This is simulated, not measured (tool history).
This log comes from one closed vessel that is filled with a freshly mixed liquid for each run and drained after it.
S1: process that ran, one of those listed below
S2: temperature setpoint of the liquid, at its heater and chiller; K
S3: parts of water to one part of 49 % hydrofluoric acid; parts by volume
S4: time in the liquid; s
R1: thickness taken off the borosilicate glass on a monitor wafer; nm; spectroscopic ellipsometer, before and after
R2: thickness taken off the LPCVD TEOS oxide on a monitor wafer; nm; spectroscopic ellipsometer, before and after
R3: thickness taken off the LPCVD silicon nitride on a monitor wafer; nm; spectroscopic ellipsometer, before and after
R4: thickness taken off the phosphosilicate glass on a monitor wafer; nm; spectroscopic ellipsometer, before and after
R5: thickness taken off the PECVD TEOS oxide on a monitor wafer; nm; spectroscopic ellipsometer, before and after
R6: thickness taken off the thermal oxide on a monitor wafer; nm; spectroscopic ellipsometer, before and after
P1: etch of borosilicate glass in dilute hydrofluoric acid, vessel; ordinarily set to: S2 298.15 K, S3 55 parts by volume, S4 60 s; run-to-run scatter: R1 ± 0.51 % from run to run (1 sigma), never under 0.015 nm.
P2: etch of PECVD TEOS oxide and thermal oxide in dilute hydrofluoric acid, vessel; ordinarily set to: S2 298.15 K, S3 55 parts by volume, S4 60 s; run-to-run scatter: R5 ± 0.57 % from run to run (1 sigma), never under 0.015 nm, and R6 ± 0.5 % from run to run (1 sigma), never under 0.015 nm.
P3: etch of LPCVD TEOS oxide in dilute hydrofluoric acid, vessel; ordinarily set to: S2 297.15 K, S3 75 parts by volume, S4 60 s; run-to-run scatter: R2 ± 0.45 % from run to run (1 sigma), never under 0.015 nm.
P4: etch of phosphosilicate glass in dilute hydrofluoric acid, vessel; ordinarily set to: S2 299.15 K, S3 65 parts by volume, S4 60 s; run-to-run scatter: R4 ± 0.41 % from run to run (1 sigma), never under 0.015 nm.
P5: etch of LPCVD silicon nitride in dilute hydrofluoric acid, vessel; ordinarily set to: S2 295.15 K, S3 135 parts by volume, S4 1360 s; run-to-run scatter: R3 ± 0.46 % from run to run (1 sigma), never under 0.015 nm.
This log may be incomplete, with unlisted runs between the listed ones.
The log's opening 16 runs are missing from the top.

Run 17, hour 243.2: S1 P1, S2 298.15 K, S3 30 parts by volume, S4 95 s. Result: R1 88.9700 nm.
Run 18, hour 255.8: S1 P5, S2 295.15 K, S3 135 parts by volume, S4 1360 s. Result: R3 4.3023 nm.
Run 19, hour 265.5: S1 P2, S2 290.65 K, S3 55 parts by volume, S4 60 s. Result: R5 15.935 nm, R6 4.1812 nm.
Run 20, hour 274.8: S1 P4, S2 299.15 K, S3 65 parts by volume, S4 60 s. Result: R4 207.54 nm.
Run 21, hour 283.6: S1 P1, S2 298.15 K, S3 20 parts by volume, S4 60 s. Result: R1 84.9310 nm.
Run 22, hour 301.4: S1 P2, S2 298.15 K, S3 55 parts by volume, S4 60 s. Result: R5 21.993 nm, R6 5.7502 nm.
Run 23, hour 315.1: S1 P3, S2 297.15 K, S3 75 parts by volume, S4 60 s. Result: R2 31.568 nm.
Run 24, hour 325.2: S1 P3, S2 304.15 K, S3 75 parts by volume, S4 60 s. Result: R2 41.120 nm.
At hour 334.7: hydrofluoric acid flow meter replaced.
Run 25, hour 339.5: S1 P4, S2 303.15 K, S3 65 parts by volume, S4 60 s. Result: R4 242.16 nm.
Run 26, hour 357.9: S1 P1, S2 298.15 K, S3 55 parts by volume, S4 30 s. Result: R1 14.8930 nm.
Run 27, hour 374.8: S1 P2, S2 298.15 K, S3 55 parts by volume, S4 115 s. Result: R5 41.941 nm, R6 10.9270 nm.
Run 28, hour 389.9: S1 P4, S2 299.15 K, S3 65 parts by volume, S4 60 s. Result: R4 207.66 nm.
Run 29, hour 399.5: S1 P1, S2 298.15 K, S3 55 parts by volume, S4 60 s. Result: R1 29.6150 nm.
Run 30, hour 416.3: S1 P1, S2 298.15 K, S3 55 parts by volume, S4 60 s. Result: R1 29.2740 nm.
Run 31, hour 433.6: S1 P3, S2 297.15 K, S3 75 parts by volume, S4 30 s. Result: R2 15.726 nm.
Run 32, hour 445.0: S1 P1, S2 298.15 K, S3 55 parts by volume, S4 60 s. Result: R1 29.6180 nm.
Run 33, hour 453.0: S1 P1, S2 298.15 K, S3 55 parts by volume, S4 60 s. Result: R1 29.9030 nm.
Run 34, hour 461.0: S1 P1, S2 298.15 K, S3 55 parts by volume, S4 60 s. Result: R1 30.6510 nm.
Run 35, hour 478.6: S1 P1, S2 298.15 K, S3 55 parts by volume, S4 60 s. Result: R1 30.9840 nm.
Run 36, hour 494.0: S1 P1, S2 298.15 K, S3 55 parts by volume, S4 60 s. Result: R1 31.2250 nm.
Run 37, hour 505.0: S1 P1, S2 298.15 K, S3 55 parts by volume, S4 60 s. Result: R1 31.5900 nm.
Run 38, hour 520.1: S1 P1, S2 298.15 K, S3 55 parts by volume, S4 60 s. Result: R1 31.8040 nm.
Run 39, hour 537.7: S1 P1, S2 298.15 K, S3 55 parts by volume, S4 60 s. Result: R1 31.5760 nm.

Run 40 is up next; what results do you expect?
Run 40, hour 549.1: S1 P1, S2 298.15 K, S3 55 parts by volume, S4 60 s. Result: R1 ?.

R1: 31.4450 nm
